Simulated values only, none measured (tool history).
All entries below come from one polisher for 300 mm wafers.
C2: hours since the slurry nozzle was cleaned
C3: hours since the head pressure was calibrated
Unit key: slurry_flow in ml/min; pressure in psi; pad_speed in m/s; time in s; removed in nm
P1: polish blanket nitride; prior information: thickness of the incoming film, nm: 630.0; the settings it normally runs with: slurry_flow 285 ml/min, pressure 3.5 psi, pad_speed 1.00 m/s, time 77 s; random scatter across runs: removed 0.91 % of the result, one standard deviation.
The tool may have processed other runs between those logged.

Run 1, day 0.200: slurry_flow 285 ml/min, pressure 3.5 psi, pad_speed 1.00 m/s, time 77 s; wafers polished on this pad 833; C2 276.6; C3 189.2. Result: removed 147.760 nm.
Run 2, day 0.362: slurry_flow 170 ml/min, pressure 3.5 psi, pad_speed 1.00 m/s, time 77 s; wafers polished on this pad 868; C2 280.5; C3 193.1. Result: removed 139.820 nm.
Run 3, day 0.508: slurry_flow 285 ml/min, pressure 3.5 psi, pad_speed 1.00 m/s, time 36 s; wafers polished on this pad 898; C2 284.0; C3 196.6. Result: removed 68.027 nm.
Run 4, day 0.692: slurry_flow 285 ml/min, pressure 3.5 psi, pad_speed 1.42 m/s, time 77 s; wafers polished on this pad 937; C2 288.4; C3 201.0. Result: removed 190.560 nm.
Run 5, day 0.875: slurry_flow 170 ml/min, pressure 3.5 psi, pad_speed 1.00 m/s, time 108 s; wafers polished on this pad 976; C2 292.8; C3 205.4. Result: removed 192.790 nm.
Run 6, day 1.000: slurry_flow 285 ml/min, pressure 3.5 psi, pad_speed 1.00 m/s, time 77 s; wafers polished on this pad 1002; C2 295.8; C3 208.4. Result: removed 145.520 nm.
Run 7, day 1.175: slurry_flow 285 ml/min, pressure 5.4 psi, pad_speed 1.00 m/s, time 77 s; wafers polished on this pad 1039; C2 300.0; C3 212.6. Result: removed 226.950 nm.
Run 8, day 1.342: slurry_flow 285 ml/min, pressure 3.5 psi, pad_speed 0.50 m/s, time 77 s; wafers polished on this pad 1075; C2 304.0; C3 216.6. Result: removed 84.912 nm.
Run 9, day 1.508: slurry_flow 285 ml/min, pressure 3.5 psi, pad_speed 1.00 m/s, time 77 s; wafers polished on this pad 1110; C2 308.0; C3 220.6. Result: removed 147.840 nm.
Run 10, day 1.642: slurry_flow 285 ml/min, pressure 1.6 psi, pad_speed 1.00 m/s, time 77 s; wafers polished on this pad 1138; C2 311.2; C3 223.8. Result: removed 67.636 nm.
Run 11, day 1.771: slurry_flow 285 ml/min, pressure 3.5 psi, pad_speed 1.00 m/s, time 77 s; wafers polished on this pad 1165; C2 314.3; C3 226.9. Result: removed 146.580 nm.
Run 12, day 1.950: slurry_flow 285 ml/min, pressure 3.5 psi, pad_speed 1.00 m/s, time 77 s; wafers polished on this pad 1203; C2 318.6; C3 231.2. Result: removed 147.190 nm.
Run 13, day 2.146: slurry_flow 410 ml/min, pressure 3.5 psi, pad_speed 1.00 m/s, time 77 s; wafers polished on this pad 1245; C2 323.3; C3 235.9. Result: removed 150.840 nm.
Run 14, day 2.288: slurry_flow 170 ml/min, pressure 3.5 psi, pad_speed 1.42 m/s, time 77 s; wafers polished on this pad 1275; C2 326.7; C3 239.3. Result: removed 183.320 nm.
Run 15, day 2.462: slurry_flow 285 ml/min, pressure 3.5 psi, pad_speed 1.00 m/s, time 115 s; wafers polished on this pad 1312; C2 330.9; C3 243.5. Result: removed 222.400 nm.
Run 16, day 2.588: slurry_flow 285 ml/min, pressure 3.5 psi, pad_speed 1.34 m/s, time 57 s; wafers polished on this pad 1338; C2 333.9; C3 246.5. Result: removed 135.830 nm.
Run 17, day 2.675: slurry_flow 285 ml/min, pressure 3.5 psi, pad_speed 1.00 m/s, time 77 s; wafers polished on this pad 1357; C2 336.0; C3 248.6. Result: removed 146.930 nm.
Run 18, day 2.762: slurry_flow 285 ml/min, pressure 3.5 psi, pad_speed 1.00 m/s, time 77 s; wafers polished on this pad 1375; C2 338.1; C3 250.7. Result: removed 144.860 nm.
Run 19, day 2.871: slurry_flow 285 ml/min, pressure 3.5 psi, pad_speed 1.00 m/s, time 77 s; wafers polished on this pad 1398; C2 340.7; C3 253.3. Result: removed 144.110 nm.
Run 20, day 3.071: slurry_flow 285 ml/min, pressure 3.5 psi, pad_speed 1.00 m/s, time 77 s; wafers polished on this pad 1440; C2 345.5; C3 258.1. Result: removed 142.160 nm.
Run 21, day 3.250: slurry_flow 285 ml/min, pressure 3.5 psi, pad_speed 1.00 m/s, time 77 s; wafers polished on this pad 1478; C2 349.8; C3 262.4. Result: removed 140.250 nm.

What does the tool deliver on the next run?
At day 3.338: worn pad replaced by a new one.
Run 22, day 3.375: slurry_flow 285 ml/min, pressure 3.5 psi, pad_speed 1.00 m/s, time 77 s; wafers polished on this pad 8; C2 352.8; C3 265.4. Result: removed ?.

Run 22 produced removed 138.890 nm.

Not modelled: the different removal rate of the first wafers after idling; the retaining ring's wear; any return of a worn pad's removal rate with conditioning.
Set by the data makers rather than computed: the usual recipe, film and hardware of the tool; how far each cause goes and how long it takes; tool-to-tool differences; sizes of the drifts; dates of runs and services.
